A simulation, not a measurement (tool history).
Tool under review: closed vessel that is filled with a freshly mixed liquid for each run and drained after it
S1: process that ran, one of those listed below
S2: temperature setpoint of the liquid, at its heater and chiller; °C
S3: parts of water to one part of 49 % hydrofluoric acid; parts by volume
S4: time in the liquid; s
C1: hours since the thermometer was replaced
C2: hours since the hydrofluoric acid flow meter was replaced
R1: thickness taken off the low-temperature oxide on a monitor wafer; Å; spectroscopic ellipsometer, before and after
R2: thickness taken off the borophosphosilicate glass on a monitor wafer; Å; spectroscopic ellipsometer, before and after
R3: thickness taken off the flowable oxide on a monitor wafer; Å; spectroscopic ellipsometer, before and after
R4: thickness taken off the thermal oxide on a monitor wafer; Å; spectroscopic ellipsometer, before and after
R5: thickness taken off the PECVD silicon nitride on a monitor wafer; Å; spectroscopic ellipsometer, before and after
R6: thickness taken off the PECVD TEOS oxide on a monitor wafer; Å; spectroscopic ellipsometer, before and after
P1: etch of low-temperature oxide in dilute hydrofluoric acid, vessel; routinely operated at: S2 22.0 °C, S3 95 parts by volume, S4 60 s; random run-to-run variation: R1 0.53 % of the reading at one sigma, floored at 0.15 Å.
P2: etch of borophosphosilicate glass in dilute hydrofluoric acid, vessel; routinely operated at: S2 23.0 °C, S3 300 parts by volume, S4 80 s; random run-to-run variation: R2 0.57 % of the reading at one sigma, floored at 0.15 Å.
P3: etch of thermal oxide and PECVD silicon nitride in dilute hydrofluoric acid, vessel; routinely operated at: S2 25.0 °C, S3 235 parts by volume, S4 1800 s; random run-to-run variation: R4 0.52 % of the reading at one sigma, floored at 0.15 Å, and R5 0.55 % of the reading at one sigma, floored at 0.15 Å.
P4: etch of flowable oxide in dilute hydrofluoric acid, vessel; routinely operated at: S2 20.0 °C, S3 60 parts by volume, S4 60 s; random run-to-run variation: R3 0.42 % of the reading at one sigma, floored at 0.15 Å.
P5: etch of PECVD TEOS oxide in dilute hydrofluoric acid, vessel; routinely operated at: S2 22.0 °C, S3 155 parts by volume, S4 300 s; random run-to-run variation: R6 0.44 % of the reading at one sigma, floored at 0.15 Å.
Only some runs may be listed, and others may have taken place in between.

| run | day | S1 | S2 | S3 | S4 | C1 | C2 | R1 | R2 | R3 | R4 | R5 | R6 |
|---|---|---|---|---|---|---|---|---|---|---|---|---|---|
| 1 | 0.408 | P1 | 22.0 | 95 | 60 | 305.2 | 143.7 | 96.948 |  |  |  |  |  |
| 2 | 1.121 | P2 | 23.0 | 50 | 80 | 322.3 | 160.8 |  | 674.320 |  |  |  |  |
| 3 | 1.533 | P4 | 27.0 | 60 | 60 | 332.2 | 170.7 |  |  | 519.07 |  |  |  |
| 4 | 1.950 | P1 | 18.0 | 95 | 30 | 342.2 | 180.7 | 41.101 |  |  |  |  |  |
| 5 | 2.442 | P2 | 23.0 | 300 | 140 | 354.0 | 192.5 |  | 150.100 |  |  |  |  |
| 6 | 3.188 | P3 | 32.5 | 235 | 1800 | 371.9 | 210.4 |  |  |  | 420.72 | 425.55 |  |
| 7 | 3.700 | P5 | 22.0 | 250 | 300 | 384.2 | 222.7 |  |  |  |  |  | 158.67 |
| 8 | 4.412 | P4 | 20.0 | 60 | 100 | 401.3 | 239.8 |  |  | 653.18 |  |  |  |
| 9 | 4.950 | P1 | 22.0 | 135 | 60 | 414.2 | 252.7 | 65.737 |  |  |  |  |  |
| 10 | 5.296 | P1 | 22.0 | 95 | 60 | 422.5 | 261.0 | 97.405 |  |  |  |  |  |
| 11 | 5.838 | P3 | 25.0 | 40 | 1800 | 435.5 | 274.0 |  |  |  | 2436.20 | 1572.70 |  |
| 12 | 6.583 | P1 | 22.0 | 45 | 90 | 453.4 | 291.9 | 327.750 |  |  |  |  |  |
| 13 | 6.971 | P5 | 17.0 | 155 | 300 | 462.7 | 301.2 |  |  |  |  |  | 230.78 |
| 14 | 7.446 | P1 | 17.0 | 95 | 60 | 474.1 | 312.6 | 78.519 |  |  |  |  |  |
| 15 | 8.225 | P3 | 25.0 | 235 | 1800 | 492.8 | 331.3 |  |  |  | 323.15 | 271.07 |  |
| 16 | 8.954 | P1 | 22.0 | 95 | 90 | 510.3 | 348.8 | 146.440 |  |  |  |  |  |
| 17 | 9.717 | P4 | 20.0 | 60 | 60 | 528.6 | 367.1 |  |  | 391.76 |  |  |  |
| 18 | 10.483 | P5 | 22.0 | 155 | 300 | 547.0 | 385.5 |  |  |  |  |  | 280.71 |
| 19 | 11.250 | P1 | 22.0 | 150 | 30 | 565.4 | 403.9 | 28.959 |  |  |  |  |  |
| 20 | 11.792 | P2 | 17.0 | 300 | 80 | 578.4 | 416.9 |  | 68.856 |  |  |  |  |
| 21 | 12.279 | P5 | 22.0 | 155 | 490 | 590.1 | 428.6 |  |  |  |  |  | 461.01 |
| 22 | 12.971 | P1 | 22.0 | 50 | 60 | 606.7 | 445.2 | 194.430 |  |  |  |  |  |
| 23 | 13.558 | P1 | 22.0 | 95 | 35 | 620.8 | 459.3 | 56.221 |  |  |  |  |  |
| 24 | 14.250 | P4 | 20.0 | 60 | 60 | 637.4 | 475.9 |  |  | 391.81 |  |  |  |
| 25 | 14.967 | P1 | 22.0 | 95 | 60 | 654.6 | 493.1 | 97.227 |  |  |  |  |  |
| 26 | 15.658 | P2 | 23.0 | 300 | 80 | 671.2 | 509.7 |  | 85.888 |  |  |  |  |
| 27 | 16.312 | P3 | 25.0 | 235 | 1800 | 686.9 | 525.4 |  |  |  | 326.83 | 273.38 |  |
| 28 | 17.025 | P1 | 27.0 | 95 | 60 | 704.0 | 542.5 | 118.220 |  |  |  |  |  |
| 29 | 17.683 | P4 | 20.0 | 105 | 60 | 719.8 | 558.3 |  |  | 212.50 |  |  |  |
| 30 | 18.158 | P3 | 25.0 | 235 | 3060 | 731.2 | 569.7 |  |  |  | 550.09 | 466.46 |  |
| 31 | 18.892 | P1 | 22.0 | 95 | 60 | 748.8 | 587.3 | 96.598 |  |  |  |  |  |
| 32 | 19.654 | P5 | 22.0 | 155 | 300 | 767.1 | 605.6 |  |  |  |  |  | 281.91 |
| 33 | 20.375 | P1 | 22.0 | 95 | 60 | 784.4 | 622.9 | 98.137 |  |  |  |  |  |
| 34 | 21.062 | P1 | 22.0 | 95 | 60 | 800.9 | 639.4 | 99.697 |  |  |  |  |  |
| 35 | 21.525 | P1 | 22.0 | 95 | 60 | 812.0 | 650.5 | 101.410 |  |  |  |  |  |
| 36 | 21.921 | P1 | 22.0 | 95 | 60 | 821.5 | 660.0 | 102.500 |  |  |  |  |  |
| 37 | 22.312 | P1 | 22.0 | 95 | 60 | 830.9 | 669.4 | 101.930 |  |  |  |  |  |
| 38 | 22.696 | P1 | 22.0 | 95 | 60 | 840.1 | 678.6 | 102.320 |  |  |  |  |  |
| 39 | 23.325 | P1 | 22.0 | 95 | 60 | 855.2 | 693.7 | 102.550 |  |  |  |  |  |
| 40 | 24.029 | P1 | 22.0 | 95 | 60 | 872.1 | 710.6 | 104.020 |  |  |  |  |  |
| 41 | 24.796 | P1 | 22.0 | 95 | 60 | 890.5 | 729.0 | 103.960 |  |  |  |  |  |
| 42 | 25.362 | P1 | 22.0 | 95 | 60 | 904.1 | 742.6 | 104.210 |  |  |  |  |  |
| 43 | 26.004 | P1 | 22.0 | 95 | 60 | 919.5 | 758.0 | 104.160 |  |  |  |  |  |

P1 no longer gives what it gave before; its output has crept away from where it was. The following 2 causes, each at its listed size, fit the log equally well:
A: hydrofluoric acid flow above the setpoint (%) = 6.23
B: liquid hotter than its thermometer reads (K) = 1.67
Creep in the process output first set in at about day 20.375.

4 check runs are offered, each on 2 wafers whose results are averaged, their results left as question marks. Which one tells the causes apart?
| check 1 | 26.646 | P5 | 17.0 | 155 | 300 |  |  |  |  |  |  |  | ? |
| check 2 | 26.646 | P4 | 25.5 | 60 | 100 |  |  |  |  | ? |  |  |  |
| check 3 | 26.646 | P2 | 23.0 | 115 | 135 |  |  |  | ? |  |  |  |  |
| check 4 | 26.646 | P3 | 29.5 | 235 | 2530 |  |  |  |  |  | ? | ? |  |

Outcome of each check run for each possible cause:
| check | result | if A | if B |
|---|---|---|---|
| check 1 | R6 | 247.14 | 246.76 |
| check 2 | R3 | 877.35 | 878.80 |
| check 3 | R2 | 492.890 | 491.520 |
| check 4 | R4 | 577.00 | 565.23 |
| check 4 | R5 | 535.13 | 554.99 |
Distance between the nearest two causes, measured in the result of the check that separates them most: check 1 0.15 %; check 2 0.17 %; check 3 0.28 %; check 4 3.64 %
The other checks would show nearly matching results whichever cause is true, so check 4 is the only one that separates the causes.

Check 4 was then run and gave: R4 575.73 Å; R5 534.92 Å. Which cause is it?

The correct cause is A, namely: hydrofluoric acid flow above the setpoint (%).
